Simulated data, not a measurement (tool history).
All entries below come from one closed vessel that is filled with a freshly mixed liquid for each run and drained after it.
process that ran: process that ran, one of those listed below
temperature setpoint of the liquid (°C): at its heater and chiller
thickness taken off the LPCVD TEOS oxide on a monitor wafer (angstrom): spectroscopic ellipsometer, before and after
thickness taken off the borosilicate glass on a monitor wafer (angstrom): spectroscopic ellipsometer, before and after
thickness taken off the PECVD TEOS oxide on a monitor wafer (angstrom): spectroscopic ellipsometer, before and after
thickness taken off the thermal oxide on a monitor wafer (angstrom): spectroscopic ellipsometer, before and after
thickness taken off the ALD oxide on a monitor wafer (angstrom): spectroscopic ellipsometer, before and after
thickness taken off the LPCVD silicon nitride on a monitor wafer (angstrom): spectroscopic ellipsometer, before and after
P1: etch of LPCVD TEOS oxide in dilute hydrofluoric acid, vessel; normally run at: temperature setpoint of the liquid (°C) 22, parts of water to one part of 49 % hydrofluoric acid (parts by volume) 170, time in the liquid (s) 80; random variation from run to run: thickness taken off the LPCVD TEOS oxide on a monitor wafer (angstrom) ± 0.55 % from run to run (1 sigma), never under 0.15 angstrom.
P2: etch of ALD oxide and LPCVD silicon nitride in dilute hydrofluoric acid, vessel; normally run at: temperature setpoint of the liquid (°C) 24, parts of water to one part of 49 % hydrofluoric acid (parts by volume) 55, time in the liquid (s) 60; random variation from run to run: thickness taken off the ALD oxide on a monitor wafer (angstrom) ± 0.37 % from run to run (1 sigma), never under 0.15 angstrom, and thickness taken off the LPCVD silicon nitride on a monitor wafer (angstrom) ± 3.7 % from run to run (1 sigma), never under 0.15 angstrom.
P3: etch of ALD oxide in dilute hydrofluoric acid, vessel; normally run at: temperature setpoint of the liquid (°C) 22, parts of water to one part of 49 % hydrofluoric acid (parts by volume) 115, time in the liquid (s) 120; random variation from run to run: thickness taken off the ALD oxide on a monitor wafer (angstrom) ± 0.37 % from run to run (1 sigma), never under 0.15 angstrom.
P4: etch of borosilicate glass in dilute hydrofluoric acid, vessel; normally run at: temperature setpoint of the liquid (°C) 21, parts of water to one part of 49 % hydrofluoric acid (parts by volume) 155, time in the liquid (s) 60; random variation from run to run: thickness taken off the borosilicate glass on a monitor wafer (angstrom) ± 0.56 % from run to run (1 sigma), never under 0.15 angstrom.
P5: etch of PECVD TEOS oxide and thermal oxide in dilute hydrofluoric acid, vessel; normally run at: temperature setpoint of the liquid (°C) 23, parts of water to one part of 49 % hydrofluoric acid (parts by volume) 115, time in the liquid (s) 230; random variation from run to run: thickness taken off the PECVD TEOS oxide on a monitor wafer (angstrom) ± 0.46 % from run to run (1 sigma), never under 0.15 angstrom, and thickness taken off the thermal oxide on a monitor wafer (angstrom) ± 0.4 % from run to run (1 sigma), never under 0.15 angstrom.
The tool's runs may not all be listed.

| run | hour | process that ran | temperature setpoint of the liquid (°C) | parts of water to one part of 49 % hydrofluoric acid (parts by volume) | time in the liquid (s) | thickness taken off the LPCVD TEOS oxide on a monitor wafer (angstrom) | thickness taken off the borosilicate glass on a monitor wafer (angstrom) | thickness taken off the PECVD TEOS oxide on a monitor wafer (angstrom) | thickness taken off the thermal oxide on a monitor wafer (angstrom) | thickness taken off the ALD oxide on a monitor wafer (angstrom) | thickness taken off the LPCVD silicon nitride on a monitor wafer (angstrom) |
|---|---|---|---|---|---|---|---|---|---|---|---|
| 1 | 7.3 | P1 | 22 | 170 | 80 | 116.79 |  |  |  |  |  |
| 2 | 19.5 | P1 | 22 | 285 | 80 | 61.992 |  |  |  |  |  |
| 3 | 30.8 | P1 | 22 | 170 | 80 | 116.78 |  |  |  |  |  |
| 4 | 40.6 | P4 | 21 | 155 | 60 |  | 152.18 |  |  |  |  |
| 5 | 51.7 | P5 | 23 | 210 | 230 |  |  | 147.67 | 42.212 |  |  |
| 6 | 59.7 | P4 | 21 | 95 | 60 |  | 264.25 |  |  |  |  |
| 7 | 66.8 | P2 | 31 | 55 | 60 |  |  |  |  | 350.73 | 8.7381 |
| 8 | 76.5 | P1 | 22 | 65 | 80 | 346.56 |  |  |  |  |  |
| 9 | 89.1 | P1 | 22 | 170 | 80 | 116.54 |  |  |  |  |  |
| 10 | 96.1 | P1 | 17 | 170 | 80 | 96.904 |  |  |  |  |  |
| 11 | 108 | P1 | 26 | 170 | 80 | 135.49 |  |  |  |  |  |
| 12 | 117.1 | P1 | 22 | 170 | 80 | 118.73 |  |  |  |  |  |
| 13 | 128.8 | P1 | 22 | 170 | 80 | 116.38 |  |  |  |  |  |
| 14 | 135.2 | P4 | 27.5 | 155 | 60 |  | 195.5 |  |  |  |  |
| 15 | 142.7 | P3 | 22 | 115 | 120 |  |  |  |  | 313.17 |  |
| 16 | 148.8 | P2 | 24 | 55 | 115 |  |  |  |  | 514.22 | 10.867 |
|  | 153.6 | hydrofluoric acid flow meter replaced |
| 17 | 160.8 | P5 | 23 | 115 | 230 |  |  | 300.82 | 84.872 |  |  |
| 18 | 169.7 | P1 | 22 | 170 | 30 | 43.82 |  |  |  |  |  |
| 19 | 180.8 | P2 | 24 | 25 | 60 |  |  |  |  | 615.73 | 12.13 |
| 20 | 193.4 | P1 | 22 | 170 | 80 | 115.98 |  |  |  |  |  |
| 21 | 200.4 | P1 | 22 | 170 | 140 | 205.99 |  |  |  |  |  |
| 22 | 209 | P2 | 24 | 55 | 60 |  |  |  |  | 268.63 | 6.0448 |
| 23 | 221.3 | P5 | 23 | 115 | 440 |  |  | 571.12 | 163.93 |  |  |
| 24 | 232.6 | P5 | 17 | 115 | 230 |  |  | 231.45 | 67.576 |  |  |

Run 25, settings as shown, results not yet in. Your forecast:
| 25 | 239.6 | P3 | 22 | 160 | 120 |  |  |  |  | ? |  |

thickness taken off the ALD oxide on a monitor wafer (angstrom): 213.01
